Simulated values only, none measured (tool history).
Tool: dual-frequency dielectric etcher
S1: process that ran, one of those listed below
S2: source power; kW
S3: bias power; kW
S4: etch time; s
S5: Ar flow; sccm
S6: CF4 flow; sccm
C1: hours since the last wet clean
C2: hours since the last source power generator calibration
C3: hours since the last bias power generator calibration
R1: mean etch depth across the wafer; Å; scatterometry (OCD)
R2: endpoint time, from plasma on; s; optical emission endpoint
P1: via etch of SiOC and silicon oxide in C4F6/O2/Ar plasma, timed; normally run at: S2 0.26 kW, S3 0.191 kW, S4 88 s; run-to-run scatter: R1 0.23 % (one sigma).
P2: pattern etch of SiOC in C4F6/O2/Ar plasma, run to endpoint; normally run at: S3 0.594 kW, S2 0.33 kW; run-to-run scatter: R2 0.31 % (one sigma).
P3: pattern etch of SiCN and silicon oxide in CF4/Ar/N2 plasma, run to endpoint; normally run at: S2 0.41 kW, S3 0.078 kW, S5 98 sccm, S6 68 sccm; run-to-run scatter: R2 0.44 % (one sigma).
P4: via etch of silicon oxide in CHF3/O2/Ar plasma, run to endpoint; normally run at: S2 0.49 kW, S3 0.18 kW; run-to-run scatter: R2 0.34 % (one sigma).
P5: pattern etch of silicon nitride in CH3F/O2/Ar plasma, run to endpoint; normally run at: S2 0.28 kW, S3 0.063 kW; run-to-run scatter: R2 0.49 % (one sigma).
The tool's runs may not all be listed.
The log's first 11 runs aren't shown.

run,day,S1,S2,S3,S4,S5,S6,C1,C2,C3,R1,R2
12,2.825,P3,0.41,0.078,,135,68,246,1640.2,1330.3,,14.181
# day 2.992: bias power generator calibrated
13,3.046,P1,0.26,0.13,66.5,,,251.3,1645.5,1.4,588.86,
14,3.321,P3,0.55,0.078,,98,68,257.9,1652.1,8,,10.458
15,3.571,P4,0.49,0.137,,,,263.9,1658.1,14,,424.47
16,3.858,P1,0.26,0.191,51,,,270.8,1665,20.9,512.25,
17,4.092,P2,0.33,0.402,,,,276.4,1670.6,26.5,,15.922
18,4.288,P5,0.28,0.063,,,,281.1,1675.3,31.2,,86.664
19,4.45,P1,0.21,0.191,88,,,285,1679.2,35.1,814.87,

Run 20 comes next. What will it give?
20,4.7,P3,0.41,0.045,,98,68,291,1685.2,41.1,,?

{"run 20": {"R2": 16.132}}
